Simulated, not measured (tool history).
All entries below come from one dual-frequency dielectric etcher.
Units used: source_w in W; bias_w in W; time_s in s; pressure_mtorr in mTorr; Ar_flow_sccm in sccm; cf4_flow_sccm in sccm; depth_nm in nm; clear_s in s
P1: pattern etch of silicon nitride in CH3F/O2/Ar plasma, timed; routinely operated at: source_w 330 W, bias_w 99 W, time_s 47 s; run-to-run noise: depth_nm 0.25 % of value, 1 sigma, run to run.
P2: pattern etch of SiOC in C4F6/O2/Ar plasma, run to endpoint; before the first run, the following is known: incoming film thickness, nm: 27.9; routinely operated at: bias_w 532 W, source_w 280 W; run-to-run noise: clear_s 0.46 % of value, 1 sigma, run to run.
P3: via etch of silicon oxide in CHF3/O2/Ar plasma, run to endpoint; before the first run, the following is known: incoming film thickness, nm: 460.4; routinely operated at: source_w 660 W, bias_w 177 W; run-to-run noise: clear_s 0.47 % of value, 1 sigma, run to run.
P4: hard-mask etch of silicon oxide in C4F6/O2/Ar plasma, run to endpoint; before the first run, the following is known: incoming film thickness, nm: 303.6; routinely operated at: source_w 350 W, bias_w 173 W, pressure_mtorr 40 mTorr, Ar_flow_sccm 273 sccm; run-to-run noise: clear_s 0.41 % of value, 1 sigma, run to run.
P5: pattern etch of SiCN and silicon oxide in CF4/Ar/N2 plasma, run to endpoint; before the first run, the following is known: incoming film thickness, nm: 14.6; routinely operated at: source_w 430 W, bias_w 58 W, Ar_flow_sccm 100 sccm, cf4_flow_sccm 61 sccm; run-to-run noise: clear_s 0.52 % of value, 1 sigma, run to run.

run,hour,process,source_w,bias_w,time_s,pressure_mtorr,Ar_flow_sccm,cf4_flow_sccm,hours since the last wet clean,hours since the last source power generator calibration,hours since the last bias power generator calibration,depth_nm,clear_s
1,5.3,P1,330,99,47,,,,76.1,746.8,2580.8,34.12,
2,8.8,P1,330,99,47,,,,79.6,750.3,2584.3,34.216,
3,12.7,P4,350,173,,40,273,,83.5,754.2,2588.2,,103.76
4,17.9,P1,450,99,47,,,,88.7,759.4,2593.4,38.219,
5,21.9,P4,350,132,,40,273,,92.7,763.4,2597.4,,113.03
6,27.5,P5,430,58,,,100,61,98.3,769,2603,,20.102
7,33,P5,430,58,,,128,61,103.8,774.5,2608.5,,21.061
8,38.6,P1,270,129,47,,,,109.4,780.1,2614.1,35.054,
9,43.2,P1,230,70,47,,,,114,784.7,2618.7,26.239,
10,47.5,P1,330,99,47,,,,118.3,789,2623,34.095,
11,51.1,P1,330,99,47,,,,121.9,792.6,2626.6,34.166,
12,54.3,P1,330,65,47,,,,125.1,795.8,2629.8,29.282,
13,57.1,P3,660,177,,,,,127.9,798.6,2632.6,,215.55
14,60.5,P3,660,224,,,,,131.3,802,2636,,199.74
15,65.9,P1,220,99,63.5,,,,136.7,807.4,2641.4,39.638,
16,70.1,P3,840,177,,,,,140.9,811.6,2645.6,,196.96
17,74.8,P5,550,58,,,100,61,145.6,816.3,2650.3,,16.01
18,78.8,P4,350,173,,40,273,,149.6,820.3,2654.3,,104.22
19,83.4,P4,350,173,,40,332,,154.2,824.9,2658.9,,105.54
20,89.4,P5,430,58,,,100,75,160.2,830.9,2664.9,,19.49
21,93.1,P4,220,173,,40,273,,163.9,834.6,2668.6,,124.21
22,96.5,P4,350,173,,25,273,,167.3,838,2672,,98.406
23,100.9,P1,330,133,47,,,,171.7,842.4,2676.4,38.229,
# hour 102.2: source power generator calibrated
24,106.4,P2,220,532,,,,,177.2,4.2,2681.9,,11.633
25,110.8,P2,280,532,,,,,181.6,8.6,2686.3,,10.712
26,114.1,P1,270,99,47,,,,184.9,11.9,2689.6,31.708,
27,117.9,P2,280,641,,,,,188.7,15.7,2693.4,,10.019
28,122.7,P1,330,99,26,,,,193.5,20.5,2698.2,18.832,
29,126.9,P5,430,77,,,100,61,197.7,24.7,2702.4,,18.224
30,133.1,P1,330,99,47,,,,203.9,30.9,2708.6,34.074,
31,137.4,P1,330,99,64.5,,,,208.2,35.2,2712.9,46.866,
32,140.9,P1,330,99,47,,,,211.7,38.7,2716.4,34.186,
33,144.1,P1,330,99,47,,,,214.9,41.9,2719.6,34.19,
34,147.9,P1,330,99,47,,,,218.7,45.7,2723.4,34.337,
35,153.6,P1,330,99,47,,,,224.4,51.4,2729.1,34.584,
36,159.4,P1,330,99,47,,,,230.2,57.2,2734.9,34.484,

Forecast run 37:
37,162.7,P1,330,99,47,,,,233.5,60.5,2738.2,?,

Run 37 came out at depth_nm 34.556 nm.
